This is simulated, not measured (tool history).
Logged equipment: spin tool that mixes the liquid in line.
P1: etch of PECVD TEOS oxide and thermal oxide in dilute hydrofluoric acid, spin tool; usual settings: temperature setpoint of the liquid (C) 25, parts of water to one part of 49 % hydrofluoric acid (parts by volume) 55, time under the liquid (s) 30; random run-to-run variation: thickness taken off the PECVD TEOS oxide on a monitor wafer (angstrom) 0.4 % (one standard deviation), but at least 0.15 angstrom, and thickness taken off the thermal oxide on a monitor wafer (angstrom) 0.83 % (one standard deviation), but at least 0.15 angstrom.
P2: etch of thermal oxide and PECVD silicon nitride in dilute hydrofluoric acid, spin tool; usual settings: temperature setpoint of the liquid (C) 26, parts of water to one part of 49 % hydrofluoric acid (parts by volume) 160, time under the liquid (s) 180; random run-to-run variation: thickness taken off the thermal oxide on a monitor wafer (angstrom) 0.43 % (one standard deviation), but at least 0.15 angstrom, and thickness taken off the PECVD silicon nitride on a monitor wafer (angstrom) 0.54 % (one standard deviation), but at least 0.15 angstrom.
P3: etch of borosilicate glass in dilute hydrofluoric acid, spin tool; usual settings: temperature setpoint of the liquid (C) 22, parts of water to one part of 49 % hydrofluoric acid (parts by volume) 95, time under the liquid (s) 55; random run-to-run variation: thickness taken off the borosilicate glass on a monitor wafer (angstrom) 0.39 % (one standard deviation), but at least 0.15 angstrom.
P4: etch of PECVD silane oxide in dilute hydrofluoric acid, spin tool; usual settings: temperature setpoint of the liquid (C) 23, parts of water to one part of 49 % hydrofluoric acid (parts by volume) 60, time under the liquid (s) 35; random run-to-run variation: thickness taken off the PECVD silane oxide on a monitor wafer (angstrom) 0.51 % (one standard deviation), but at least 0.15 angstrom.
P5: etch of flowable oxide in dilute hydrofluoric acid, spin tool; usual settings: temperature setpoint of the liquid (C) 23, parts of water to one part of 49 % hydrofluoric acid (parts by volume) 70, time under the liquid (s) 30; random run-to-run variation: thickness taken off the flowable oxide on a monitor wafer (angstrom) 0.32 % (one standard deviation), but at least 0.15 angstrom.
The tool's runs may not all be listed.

| run | hour | process that ran | temperature setpoint of the liquid (C) | parts of water to one part of 49 % hydrofluoric acid (parts by volume) | time under the liquid (s) | hours since the thermometer was replaced | hours since the hydrofluoric acid flow meter was replaced | thickness taken off the PECVD TEOS oxide on a monitor wafer (angstrom) | thickness taken off the thermal oxide on a monitor wafer (angstrom) | thickness taken off the PECVD silane oxide on a monitor wafer (angstrom) | thickness taken off the borosilicate glass on a monitor wafer (angstrom) | thickness taken off the flowable oxide on a monitor wafer (angstrom) | thickness taken off the PECVD silicon nitride on a monitor wafer (angstrom) |
|---|---|---|---|---|---|---|---|---|---|---|---|---|---|
| 1 | 4.7 | P1 | 25 | 55 | 30 | 1197.9 | 856.4 | 165.7 | 28.067 |  |  |  |  |
| 2 | 7.3 | P4 | 23 | 110 | 35 | 1200.5 | 859 |  |  | 52.211 |  |  |  |
| 3 | 9.7 | P3 | 17 | 95 | 55 | 1202.9 | 861.4 |  |  |  | 240.24 |  |  |
| 4 | 14.2 | P1 | 25 | 55 | 30 | 1207.4 | 865.9 | 165.79 | 27.712 |  |  |  |  |
| 5 | 18.2 | P3 | 22 | 95 | 55 | 1211.4 | 869.9 |  |  |  | 295.62 |  |  |
| 6 | 20.4 | P5 | 23 | 105 | 30 | 1213.6 | 872.1 |  |  |  |  | 112.1 |  |
| 7 | 24 | P5 | 23 | 70 | 30 | 1217.2 | 875.7 |  |  |  |  | 176.19 |  |
| 8 | 27.9 | P1 | 25 | 95 | 30 | 1221.1 | 879.6 | 90.644 | 15.697 |  |  |  |  |
| 9 | 31.5 | P1 | 25 | 85 | 15 | 1224.7 | 883.2 | 51.526 | 8.6854 |  |  |  |  |
| 10 | 34.4 | P4 | 17 | 60 | 35 | 1227.6 | 886.1 |  |  | 79.71 |  |  |  |
| 11 | 37.5 | P1 | 25 | 55 | 30 | 1230.7 | 889.2 | 165.79 | 28.102 |  |  |  |  |
| 12 | 40 | P1 | 25 | 20 | 30 | 1233.2 | 891.7 | 476.65 | 81.501 |  |  |  |  |
| 13 | 44.1 | P1 | 17 | 55 | 60 | 1237.3 | 895.8 | 237.99 | 39.879 |  |  |  |  |
| 14 | 46.4 | P1 | 25 | 55 | 55 | 1239.6 | 898.1 | 304.36 | 50.834 |  |  |  |  |
| 15 | 48.8 | P4 | 23 | 60 | 60 | 1242 | 900.5 |  |  | 175.45 |  |  |  |
| 16 | 53.4 | P1 | 28.5 | 55 | 30 | 1246.6 | 905.1 | 189.84 | 31.795 |  |  |  |  |
| 17 | 57.9 | P1 | 25 | 55 | 15 | 1251.1 | 909.6 | 82.636 | 13.99 |  |  |  |  |
| 18 | 59.9 | P2 | 18 | 160 | 180 | 1253.1 | 911.6 |  | 38.921 |  |  |  | 24.787 |
| 19 | 64.3 | P1 | 17.5 | 55 | 30 | 1257.5 | 916 | 120.25 | 20.535 |  |  |  |  |
| 20 | 67.1 | P5 | 19 | 70 | 30 | 1260.3 | 918.8 |  |  |  |  | 147.87 |  |
|  | 68.3 | hydrofluoric acid flow meter replaced |
| 21 | 70.1 | P2 | 26 | 160 | 180 | 1263.3 | 1.8 |  | 53.428 |  |  |  | 41.52 |
| 22 | 72.4 | P1 | 25 | 25 | 15 | 1265.6 | 4.1 | 189.19 | 32.722 |  |  |  |  |
| 23 | 75.2 | P2 | 26 | 95 | 180 | 1268.4 | 6.9 |  | 97.121 |  |  |  | 71.558 |
| 24 | 79.7 | P5 | 23 | 70 | 50 | 1272.9 | 11.4 |  |  |  |  | 293.49 |  |
| 25 | 82.5 | P3 | 22 | 150 | 55 | 1275.7 | 14.2 |  |  |  | 177.55 |  |  |
| 26 | 87.1 | P2 | 26 | 160 | 55 | 1280.3 | 18.8 |  | 16.03 |  |  |  | 13.039 |
| 27 | 90.9 | P2 | 26 | 160 | 180 | 1284.1 | 22.6 |  | 53.068 |  |  |  | 42.42 |
| 28 | 94.7 | P3 | 22 | 95 | 115 | 1287.9 | 26.4 |  |  |  | 619.22 |  |  |
| 29 | 98.5 | P1 | 25 | 55 | 30 | 1291.7 | 30.2 | 166.32 | 28.142 |  |  |  |  |
| 30 | 102.6 | P4 | 23 | 60 | 35 | 1295.8 | 34.3 |  |  | 102.87 |  |  |  |
| 31 | 104.8 | P1 | 25 | 55 | 30 | 1298 | 36.5 | 164.24 | 28.219 |  |  |  |  |
| 32 | 108.9 | P1 | 25 | 55 | 30 | 1302.1 | 40.6 | 161.39 | 27.154 |  |  |  |  |
| 33 | 111.9 | P1 | 25 | 55 | 30 | 1305.1 | 43.6 | 158.29 | 27.307 |  |  |  |  |
| 34 | 115.5 | P1 | 25 | 55 | 30 | 1308.7 | 47.2 | 156.55 | 27.024 |  |  |  |  |
| 35 | 117.8 | P1 | 25 | 55 | 30 | 1311 | 49.5 | 156.84 | 27.018 |  |  |  |  |
| 36 | 121.7 | P1 | 25 | 55 | 30 | 1314.9 | 53.4 | 155.78 | 26.594 |  |  |  |  |
| 37 | 125.3 | P1 | 25 | 55 | 30 | 1318.5 | 57 | 154.65 | 26.384 |  |  |  |  |
| 38 | 129.9 | P1 | 25 | 55 | 30 | 1323.1 | 61.6 | 155.35 | 26.786 |  |  |  |  |
| 39 | 133 | P1 | 25 | 55 | 30 | 1326.2 | 64.7 | 154.83 | 26.477 |  |  |  |  |
| 40 | 135.6 | P1 | 25 | 55 | 30 | 1328.8 | 67.3 | 154.99 | 25.936 |  |  |  |  |
| 41 | 137.8 | P1 | 25 | 55 | 30 | 1331 | 69.5 | 154.73 | 26.754 |  |  |  |  |

The output of P1 has drifted from where it used to be. Each of the 2 causes below, taken at the size shown beside it, accounts for the log equally well:
A: hydrofluoric acid flow below the setpoint (%) = 5.96
B: liquid colder than its thermometer reads (K) = 1.62
At approximately hour 104.8, the process output began to creep.

Each of the check runs listed below is run on 2 wafers and reports their average, with the results left as question marks. Pick the one under which the possible causes would lead to clearly different results.
| check 1 | 140 | P2 | 26 | 160 | 180 |  |  |  | ? |  |  |  | ? |
| check 2 | 140 | P3 | 22 | 95 | 55 |  |  |  |  |  | ? |  |  |
| check 3 | 140 | P5 | 23 | 70 | 30 |  |  |  |  |  |  | ? |  |
| check 4 | 140 | P4 | 23 | 60 | 35 |  |  |  |  | ? |  |  |  |

What every check run would give for each of its results, assuming each possible cause in turn:
| check | result | if A | if B |
|---|---|---|---|
| check 1 | thickness taken off the thermal oxide on a monitor wafer (angstrom) | 49.411 | 50.037 |
| check 1 | thickness taken off the PECVD silicon nitride on a monitor wafer (angstrom) | 39.709 | 38.089 |
| check 2 | thickness taken off the borosilicate glass on a monitor wafer (angstrom) | 276.42 | 277.1 |
| check 3 | thickness taken off the flowable oxide on a monitor wafer (angstrom) | 164.1 | 164.17 |
| check 4 | thickness taken off the PECVD silane oxide on a monitor wafer (angstrom) | 96.308 | 96.223 |
How far apart the two closest causes lie, in the result that separates them most: check 1 4.16 %; check 2 0.25 %; check 3 0.04 %; check 4 0.09 %
Check 1 distinguishes between the causes, while the remaining checks would return nearly the same result for all of them.

Check 1 was carried out, with these results: thickness taken off the thermal oxide on a monitor wafer (angstrom) 49.841; thickness taken off the PECVD silicon nitride on a monitor wafer (angstrom) 38.036. Which of the listed causes is responsible?

The correct cause is B, namely: liquid colder than its thermometer reads (K).
